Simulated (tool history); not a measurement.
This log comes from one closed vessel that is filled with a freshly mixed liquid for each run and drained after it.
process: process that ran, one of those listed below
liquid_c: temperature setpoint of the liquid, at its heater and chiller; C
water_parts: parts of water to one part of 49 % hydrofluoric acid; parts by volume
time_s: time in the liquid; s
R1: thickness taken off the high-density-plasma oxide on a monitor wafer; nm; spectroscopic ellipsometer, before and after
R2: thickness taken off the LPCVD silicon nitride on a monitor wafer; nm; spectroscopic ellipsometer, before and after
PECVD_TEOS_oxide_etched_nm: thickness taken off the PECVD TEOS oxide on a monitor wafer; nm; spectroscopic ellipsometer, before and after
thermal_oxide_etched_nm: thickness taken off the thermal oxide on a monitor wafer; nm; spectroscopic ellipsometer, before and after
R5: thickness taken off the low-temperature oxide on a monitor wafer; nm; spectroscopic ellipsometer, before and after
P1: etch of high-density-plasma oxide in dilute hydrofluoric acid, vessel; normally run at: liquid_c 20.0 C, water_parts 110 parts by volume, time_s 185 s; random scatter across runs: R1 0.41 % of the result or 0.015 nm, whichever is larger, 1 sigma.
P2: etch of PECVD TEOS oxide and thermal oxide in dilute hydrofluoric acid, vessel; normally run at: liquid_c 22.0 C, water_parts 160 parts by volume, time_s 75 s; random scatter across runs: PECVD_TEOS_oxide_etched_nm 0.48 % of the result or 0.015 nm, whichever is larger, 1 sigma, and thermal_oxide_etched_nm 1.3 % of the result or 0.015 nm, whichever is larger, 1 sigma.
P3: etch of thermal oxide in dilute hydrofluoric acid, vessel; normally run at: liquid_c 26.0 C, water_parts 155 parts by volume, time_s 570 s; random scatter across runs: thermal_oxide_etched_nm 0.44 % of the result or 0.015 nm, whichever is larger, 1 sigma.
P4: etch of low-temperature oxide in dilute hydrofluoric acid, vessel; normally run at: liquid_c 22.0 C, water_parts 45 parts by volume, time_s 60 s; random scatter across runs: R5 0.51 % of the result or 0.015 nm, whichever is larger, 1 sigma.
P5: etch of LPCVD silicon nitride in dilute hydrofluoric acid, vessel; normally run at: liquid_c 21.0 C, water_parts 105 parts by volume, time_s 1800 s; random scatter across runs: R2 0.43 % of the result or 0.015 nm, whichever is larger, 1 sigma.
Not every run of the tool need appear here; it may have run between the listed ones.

run 1 day=0.296 | process=P1 liquid_c=20.0 water_parts=110 time_s=185 | R1=9.5737
run 2 day=0.475 | process=P5 liquid_c=17.0 water_parts=105 time_s=1800 | R2=5.0573
run 3 day=0.688 | process=P1 liquid_c=20.0 water_parts=110 time_s=185 | R1=9.6356
run 4 day=1.038 | process=P1 liquid_c=20.0 water_parts=110 time_s=185 | R1=9.5680
run 5 day=1.242 | process=P2 liquid_c=22.0 water_parts=160 time_s=75 | PECVD_TEOS_oxide_etched_nm=9.1653 thermal_oxide_etched_nm=1.9047
run 6 day=1.500 | process=P1 liquid_c=20.0 water_parts=110 time_s=185 | R1=9.5060
run 7 day=1.871 | process=P2 liquid_c=22.0 water_parts=160 time_s=40 | PECVD_TEOS_oxide_etched_nm=4.8605 thermal_oxide_etched_nm=1.0281
run 8 day=2.100 | process=P1 liquid_c=20.0 water_parts=185 time_s=185 | R1=5.2834
run 9 day=2.338 | process=P1 liquid_c=20.0 water_parts=110 time_s=330 | R1=17.0630
run 10 day=2.750 | process=P5 liquid_c=21.0 water_parts=105 time_s=1800 | R2=6.6072
run 11 day=3.050 | process=P5 liquid_c=21.0 water_parts=105 time_s=1800 | R2=6.6156
run 12 day=3.321 | process=P1 liquid_c=20.0 water_parts=25 time_s=185 | R1=46.6820
run 13 day=3.700 | process=P3 liquid_c=26.0 water_parts=155 time_s=115 | thermal_oxide_etched_nm=3.7862
run 14 day=4.025 | process=P4 liquid_c=22.0 water_parts=45 time_s=90 | R5=34.711
run 15 day=4.275 | process=P5 liquid_c=21.0 water_parts=150 time_s=1800 | R2=4.7015
run 16 day=4.508 | process=P3 liquid_c=26.0 water_parts=35 time_s=570 | thermal_oxide_etched_nm=96.6510
run 17 day=4.725 | process=P1 liquid_c=26.5 water_parts=110 time_s=185 | R1=12.4250
run 18 day=4.983 | process=P3 liquid_c=26.0 water_parts=155 time_s=570 | thermal_oxide_etched_nm=18.7150
run 19 day=5.196 | process=P3 liquid_c=32.0 water_parts=155 time_s=570 | thermal_oxide_etched_nm=23.1800
run 20 day=5.433 | process=P1 liquid_c=20.0 water_parts=110 time_s=185 | R1=9.6080
run 21 day=5.679 | process=P1 liquid_c=17.0 water_parts=110 time_s=185 | R1=8.5204
run 22 day=5.962 | process=P4 liquid_c=29.5 water_parts=45 time_s=60 | R5=31.724
run 23 day=6.188 | process=P1 liquid_c=20.0 water_parts=110 time_s=185 | R1=9.5860
run 24 day=6.571 | process=P4 liquid_c=22.0 water_parts=70 time_s=60 | R5=14.574
run 25 day=6.875 | process=P3 liquid_c=26.0 water_parts=155 time_s=570 | thermal_oxide_etched_nm=18.5070
run 26 day=7.217 | process=P2 liquid_c=27.0 water_parts=160 time_s=75 | PECVD_TEOS_oxide_etched_nm=11.0660 thermal_oxide_etched_nm=2.3041
run 27 day=7.408 | process=P5 liquid_c=21.0 water_parts=105 time_s=430 | R2=1.5801
run 28 day=7.625 | process=P4 liquid_c=22.0 water_parts=45 time_s=60 | R5=23.164
run 29 day=7.808 | process=P1 liquid_c=20.0 water_parts=110 time_s=75 | R1=3.8604
run 30 day=8.079 | process=P1 liquid_c=28.0 water_parts=155 time_s=185 | R1=8.8101
run 31 day=8.367 | process=P1 liquid_c=27.5 water_parts=30 time_s=185 | R1=52.7140
run 32 day=8.712 | process=P2 liquid_c=22.0 water_parts=265 time_s=75 | PECVD_TEOS_oxide_etched_nm=4.9454 thermal_oxide_etched_nm=1.0166
run 33 day=9.050 | process=P1 liquid_c=20.0 water_parts=110 time_s=185 | R1=9.6269
run 34 day=9.292 | process=P1 liquid_c=20.0 water_parts=110 time_s=185 | R1=9.4125
run 35 day=9.500 | process=P1 liquid_c=20.0 water_parts=110 time_s=185 | R1=9.2498
run 36 day=9.788 | process=P1 liquid_c=20.0 water_parts=110 time_s=185 | R1=9.2450
run 37 day=10.079 | process=P1 liquid_c=20.0 water_parts=110 time_s=185 | R1=9.0788
run 38 day=10.296 | process=P1 liquid_c=20.0 water_parts=110 time_s=185 | R1=9.1049
run 39 day=10.679 | process=P1 liquid_c=20.0 water_parts=110 time_s=185 | R1=8.9919
run 40 day=10.900 | process=P1 liquid_c=20.0 water_parts=110 time_s=185 | R1=9.0027

For run 41, what comes out?
run 41 day=11.275 | process=P1 liquid_c=20.0 water_parts=110 time_s=185 | R1=?

Run 41 measured R1 9.0204 nm.
